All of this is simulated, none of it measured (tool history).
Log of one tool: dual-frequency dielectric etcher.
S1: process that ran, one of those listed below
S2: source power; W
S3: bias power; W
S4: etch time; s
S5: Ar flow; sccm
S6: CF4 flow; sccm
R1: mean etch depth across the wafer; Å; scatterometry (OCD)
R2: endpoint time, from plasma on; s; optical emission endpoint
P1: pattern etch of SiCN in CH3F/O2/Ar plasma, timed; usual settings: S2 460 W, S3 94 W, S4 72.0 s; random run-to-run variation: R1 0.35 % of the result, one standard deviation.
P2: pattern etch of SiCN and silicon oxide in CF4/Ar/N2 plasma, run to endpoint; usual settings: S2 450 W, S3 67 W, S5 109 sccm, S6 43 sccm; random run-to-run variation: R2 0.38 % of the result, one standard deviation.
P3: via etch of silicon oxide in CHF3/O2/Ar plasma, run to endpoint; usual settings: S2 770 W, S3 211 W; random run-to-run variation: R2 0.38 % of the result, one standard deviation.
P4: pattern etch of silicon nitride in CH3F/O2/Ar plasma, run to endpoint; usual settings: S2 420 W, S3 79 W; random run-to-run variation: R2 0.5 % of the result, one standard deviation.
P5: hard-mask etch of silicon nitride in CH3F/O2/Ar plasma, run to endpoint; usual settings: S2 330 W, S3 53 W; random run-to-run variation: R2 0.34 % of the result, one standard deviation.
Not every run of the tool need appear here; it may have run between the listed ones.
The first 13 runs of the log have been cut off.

run 14 day=6.767 | S1=P2 S2=450 S3=67 S5=134 S6=43 | R2=12.0920
run 15 day=7.146 | S1=P1 S2=460 S3=133 S4=72.0 | R1=341.81
run 16 day=7.512 | S1=P1 S2=620 S3=94 S4=72.0 | R1=332.00
run 17 day=8.067 | S1=P1 S2=460 S3=94 S4=72.0 | R1=297.64
run 18 day=8.667 | S1=P2 S2=450 S3=79 S5=109 S6=43 | R2=11.0210
-- day=8.975 source power generator calibrated
run 19 day=9.146 | S1=P4 S2=420 S3=79 | R2=54.5230
run 20 day=9.575 | S1=P3 S2=470 S3=211 | R2=329.3700
run 21 day=9.983 | S1=P2 S2=450 S3=67 S5=109 S6=43 | R2=11.7770
run 22 day=10.404 | S1=P1 S2=460 S3=56 S4=72.0 | R1=246.58
run 23 day=10.892 | S1=P2 S2=450 S3=67 S5=109 S6=26 | R2=12.8010

Run 24 is up next; what results do you expect?
run 24 day=11.321 | S1=P2 S2=560 S3=67 S5=109 S6=43 | R2=?

{"run 24": {"R2": 9.6915}}
